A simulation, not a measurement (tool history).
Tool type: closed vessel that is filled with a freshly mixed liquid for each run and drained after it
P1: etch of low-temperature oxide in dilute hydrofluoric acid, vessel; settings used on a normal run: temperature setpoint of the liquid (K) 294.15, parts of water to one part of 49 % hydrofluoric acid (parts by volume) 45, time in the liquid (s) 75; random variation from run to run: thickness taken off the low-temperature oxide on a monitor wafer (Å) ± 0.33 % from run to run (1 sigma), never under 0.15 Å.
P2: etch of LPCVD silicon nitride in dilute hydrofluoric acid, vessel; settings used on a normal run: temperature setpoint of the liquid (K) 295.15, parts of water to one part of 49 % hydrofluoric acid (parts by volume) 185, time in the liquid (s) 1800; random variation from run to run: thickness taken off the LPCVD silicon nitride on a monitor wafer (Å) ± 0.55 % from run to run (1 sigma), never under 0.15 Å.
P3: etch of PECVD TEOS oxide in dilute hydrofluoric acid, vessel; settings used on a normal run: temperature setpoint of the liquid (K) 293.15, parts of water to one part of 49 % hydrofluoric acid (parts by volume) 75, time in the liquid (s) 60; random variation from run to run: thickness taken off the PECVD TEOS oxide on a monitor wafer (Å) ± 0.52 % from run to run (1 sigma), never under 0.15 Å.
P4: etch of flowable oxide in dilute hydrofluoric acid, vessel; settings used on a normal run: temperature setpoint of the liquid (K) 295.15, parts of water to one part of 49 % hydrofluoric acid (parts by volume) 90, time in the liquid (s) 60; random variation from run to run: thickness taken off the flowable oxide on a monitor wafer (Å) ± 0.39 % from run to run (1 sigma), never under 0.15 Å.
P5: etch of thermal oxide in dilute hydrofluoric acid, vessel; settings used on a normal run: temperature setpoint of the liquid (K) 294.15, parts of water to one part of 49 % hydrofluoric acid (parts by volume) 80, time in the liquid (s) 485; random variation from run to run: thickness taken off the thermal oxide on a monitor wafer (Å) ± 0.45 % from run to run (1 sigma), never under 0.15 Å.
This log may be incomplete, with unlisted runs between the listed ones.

run     day  process that ran  temperature setpoint of the liquid (K)  parts of water to one part of 49 % hydrofluoric acid (parts by volume)  time in the liquid (s)  hours since the thermometer was replaced  hours since the hydrofluoric acid flow meter was replaced  thickness taken off the low-temperature oxide on a monitor wafer (Å)  thickness taken off the PECVD TEOS oxide on a monitor wafer (Å)  thickness taken off the LPCVD silicon nitride on a monitor wafer (Å)  thickness taken off the flowable oxide on a monitor wafer (Å)  thickness taken off the thermal oxide on a monitor wafer (Å)
  1   0.429                P1                                  294.15                                                                      45                      75                                     469.9                                                      718.7                                                               234.540
  2   0.879                P1                                  294.15                                                                      45                      75                                     480.7                                                      729.5                                                               236.000
  3   1.350                P3                                  293.15                                                                     125                      60                                     492.0                                                      740.8                                                                                                                                 71.289
  4   1.750                P1                                  294.15                                                                      45                      75                                     501.6                                                      750.4                                                               235.640
  5   2.242                P2                                  295.15                                                                     185                    3285                                     513.4                                                      762.2                                                                                                                                                                                                       81.396
  6   2.762                P1                                  294.15                                                                      45                     110                                     525.9                                                      774.7                                                               343.520
  7   3.171                P4                                  295.15                                                                      90                      60                                     535.7                                                      784.5                                                                                                                                                                                                                                                                      413.64
  8   3.538                P5                                  294.15                                                                      40                     485                                     544.5                                                      793.3                                                                                                                                                                                                                                                                                                                                    549.39
  9   4.075                P2                                  302.65                                                                     185                    1800                                     557.4                                                      806.2                                                                                                                                                                                                       70.472
 10   4.708                P4                                  290.15                                                                      90                      60                                     572.6                                                      821.4                                                                                                                                                                                                                                                                      337.32
 11   5.312                P1                                  294.15                                                                      65                      75                                     587.1                                                      835.9                                                               158.950
 12   5.708                P1                                  294.15                                                                      45                      30                                     596.6                                                      845.4                                                                93.837
 13   6.188                P1                                  290.15                                                                      25                      75                                     608.1                                                      856.9                                                               365.370
 14   6.658                P4                                  295.15                                                                     145                      60                                     619.4                                                      868.2                                                                                                                                                                                                                                                                      242.41
 15   7.188                P2                                  295.15                                                                     260                    1800                                     632.1                                                      880.9                                                                                                                                                                                                       31.617
 16   7.733                P1                                  290.15                                                                      45                      75                                     645.2                                                      894.0                                                               198.230
 17   8.038                P3                                  293.15                                                                      75                     100                                     652.5                                                      901.3                                                                                                                                209.070
 18   8.579                P4                                  295.15                                                                      90                      30                                     665.5                                                      914.3                                                                                                                                                                                                                                                                      208.54
 19   9.212                P5                                  290.15                                                                      80                     485                                     680.7                                                      929.5                                                                                                                                                                                                                                                                                                                                    223.96
 20   9.788                P1                                  294.15                                                                      45                      75                                     694.5                                                      943.3                                                               235.630
 21  10.396                P2                                  295.15                                                                     185                    1800                                     709.1                                                      957.9                                                                                                                                                                                                       44.414
     10.808  -- hydrofluoric acid flow meter replaced
 22  10.883                P5                                  294.15                                                                      80                     965                                     720.8                                                        1.9                                                                                                                                                                                                                                                                                                                                    527.97
 23  11.292                P1                                  294.15                                                                      45                      75                                     730.6                                                       11.7                                                               236.340
 24  11.654                P5                                  294.15                                                                      80                     485                                     739.3                                                       20.4                                                                                                                                                                                                                                                                                                                                    263.90
 25  12.271                P1                                  300.15                                                                      45                      75                                     754.1                                                       35.2                                                               302.110
 26  12.592                P1                                  294.15                                                                      45                      75                                     761.8                                                       42.9                                                               235.540
 27  12.871                P3                                  290.15                                                                      75                      60                                     768.5                                                       49.6                                                                                                                                110.090
 28  13.342                P1                                  294.15                                                                      20                      75                                     779.8                                                       60.9                                                               544.030
 29  13.871                P3                                  293.15                                                                      75                      60                                     792.5                                                       73.6                                                                                                                                124.590
 30  14.300                P1                                  294.15                                                                      45                      75                                     802.8                                                       83.9                                                               235.020
 31  14.654                P1                                  294.15                                                                      45                      75                                     811.3                                                       92.4                                                               241.720
 32  14.942                P1                                  294.15                                                                      45                      75                                     818.2                                                       99.3                                                               243.870
 33  15.467                P1                                  294.15                                                                      45                      75                                     830.8                                                      111.9                                                               245.310
 34  15.833                P1                                  294.15                                                                      45                      75                                     839.6                                                      120.7                                                               249.960
 35  16.450                P1                                  294.15                                                                      45                      75                                     854.4                                                      135.5                                                               251.220
 36  17.033                P1                                  294.15                                                                      45                      75                                     868.4                                                      149.5                                                               253.180
 37  17.425                P1                                  294.15                                                                      45                      75                                     877.8                                                      158.9                                                               251.820
 38  17.817                P1                                  294.15                                                                      45                      75                                     887.2                                                      168.3                                                               251.160
 39  18.167                P1                                  294.15                                                                      45                      75                                     895.6                                                      176.7                                                               253.010

P1 no longer gives what it gave before; its output has crept away from where it was. The following 2 causes, each at its listed size, fit the log equally well:
A: liquid hotter than its thermometer reads (K) = 1.71
B: hydrofluoric acid flow above the setpoint (%) = 7.03
Creep in the process output first set in at about day 14.300.

Which of the 4 check runs listed below, each an average over 2 wafers with its results shown as question marks, gives clearly different results under the different listed causes?
check 1  18.517                P2                                  295.15                                                                     185                    1800                                                                                                                                                                                                                                                                                                                 ?
check 2  18.517                P3                                  293.15                                                                      75                      60                                                                                                                                                                                                                                           ?
check 3  18.517                P5                                  294.15                                                                      80                     485                                                                                                                                                                                                                                                                                                                                                                                                                                              ?
check 4  18.517                P4                                  295.15                                                                      90                      60                                                                                                                                                                                                                                                                                                                                                                                ?

Check results expected under each cause:
  check                                                                result     if A     if B
check 1  thickness taken off the LPCVD silicon nitride on a monitor wafer (Å)   49.464   47.369
check 2       thickness taken off the PECVD TEOS oxide on a monitor wafer (Å)  134.070  134.460
check 3          thickness taken off the thermal oxide on a monitor wafer (Å)   282.85   284.00
check 4         thickness taken off the flowable oxide on a monitor wafer (Å)   445.92   448.62
Separation of the two closest causes in each check, using whichever result separates them best: check 1 4.33 %; check 2 0.29 %; check 3 0.41 %; check 4 0.6 %
Check 1 is the one run that separates the causes; every other check would come out nearly the same whichever cause is at work.

Check 1 was carried out, with these results: thickness taken off the LPCVD silicon nitride on a monitor wafer (Å) 47.221. Which of the listed causes is responsible?

The correct cause is B, namely: hydrofluoric acid flow above the setpoint (%).
